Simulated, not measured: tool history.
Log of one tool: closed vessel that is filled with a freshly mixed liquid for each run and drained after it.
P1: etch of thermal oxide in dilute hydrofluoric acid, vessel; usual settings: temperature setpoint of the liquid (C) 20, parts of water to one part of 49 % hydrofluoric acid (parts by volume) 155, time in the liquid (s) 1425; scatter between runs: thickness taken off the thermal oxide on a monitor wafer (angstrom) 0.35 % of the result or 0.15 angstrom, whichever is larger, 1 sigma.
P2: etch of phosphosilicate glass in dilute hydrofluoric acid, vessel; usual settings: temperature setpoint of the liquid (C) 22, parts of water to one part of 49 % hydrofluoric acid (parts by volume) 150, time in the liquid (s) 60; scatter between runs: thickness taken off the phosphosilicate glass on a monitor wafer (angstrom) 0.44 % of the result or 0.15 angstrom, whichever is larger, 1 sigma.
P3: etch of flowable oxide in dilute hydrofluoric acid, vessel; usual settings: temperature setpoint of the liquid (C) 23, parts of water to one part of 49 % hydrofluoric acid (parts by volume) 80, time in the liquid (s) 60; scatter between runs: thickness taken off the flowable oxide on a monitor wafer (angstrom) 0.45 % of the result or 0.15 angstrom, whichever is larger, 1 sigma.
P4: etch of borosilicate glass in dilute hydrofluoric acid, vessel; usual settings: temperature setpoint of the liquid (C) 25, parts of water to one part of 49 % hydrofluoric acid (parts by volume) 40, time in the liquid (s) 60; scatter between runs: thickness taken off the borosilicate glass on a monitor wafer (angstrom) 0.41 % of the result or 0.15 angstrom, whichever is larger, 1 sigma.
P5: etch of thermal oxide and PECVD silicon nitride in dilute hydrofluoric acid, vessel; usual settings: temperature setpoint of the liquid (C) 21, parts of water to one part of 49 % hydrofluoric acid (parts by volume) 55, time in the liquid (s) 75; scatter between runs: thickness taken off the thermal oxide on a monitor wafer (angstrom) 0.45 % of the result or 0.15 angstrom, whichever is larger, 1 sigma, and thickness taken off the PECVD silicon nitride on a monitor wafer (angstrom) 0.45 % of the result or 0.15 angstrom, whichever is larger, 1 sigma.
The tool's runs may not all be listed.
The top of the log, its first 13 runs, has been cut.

run,day,process that ran,temperature setpoint of the liquid (C),parts of water to one part of 49 % hydrofluoric acid (parts by volume),time in the liquid (s),hours since the thermometer was replaced,hours since the hydrofluoric acid flow meter was replaced,thickness taken off the thermal oxide on a monitor wafer (angstrom),thickness taken off the PECVD silicon nitride on a monitor wafer (angstrom),thickness taken off the flowable oxide on a monitor wafer (angstrom),thickness taken off the phosphosilicate glass on a monitor wafer (angstrom),thickness taken off the borosilicate glass on a monitor wafer (angstrom)
14,7.512,P1,17,155,1425,335.4,922.1,320.4,,,,
15,8.021,P2,22,150,60,347.6,934.3,,,,272.45,
16,8.762,P4,25,40,60,365.4,952.1,,,,,429.71
17,9.117,P1,17,50,1425,373.9,960.6,1112.7,,,,
18,9.704,P2,22,150,60,388,974.7,,,,271.91,
19,10.429,P1,20,155,1425,405.4,992.1,358.33,,,,
20,10.921,P3,23,80,60,417.2,1003.9,,,380.8,,
21,11.508,P2,30,150,60,431.3,1018,,,,368.59,
22,12.058,P2,22,85,60,444.5,1031.2,,,,515.59,
23,12.517,P3,23,80,85,455.5,1042.2,,,537.84,,
24,12.883,P5,21,55,75,464.3,1051,59.971,61.997,,,
25,13.383,P2,22,150,105,476.3,1063,,,,475.82,
26,13.833,P1,20,80,2160,487.1,1073.8,1153.6,,,,
27,14.512,P4,25,40,60,503.4,1090.1,,,,,424.8
28,15.038,P1,20,155,1425,516,1102.7,363.69,,,,
29,15.775,P1,20,45,1425,533.7,1120.4,1399.1,,,,
30,16.408,P1,20,155,1425,548.9,1135.6,360.77,,,,
31,17.033,P1,26,155,2725,563.9,1150.6,872.6,,,,
32,17.783,P4,25,40,30,581.9,1168.6,,,,,214.31
33,18.175,P4,25,20,60,591.3,1178,,,,,875
34,18.9,P4,21.5,40,60,608.7,1195.4,,,,,367.57
35,19.3,P1,20,155,1425,618.3,1205,360.23,,,,

The next listed run, before its measurement:
36,19.875,P1,20,155,1425,632.1,1218.8,?,,,,

Run 36 gave thickness taken off the thermal oxide on a monitor wafer (angstrom) 369.83.
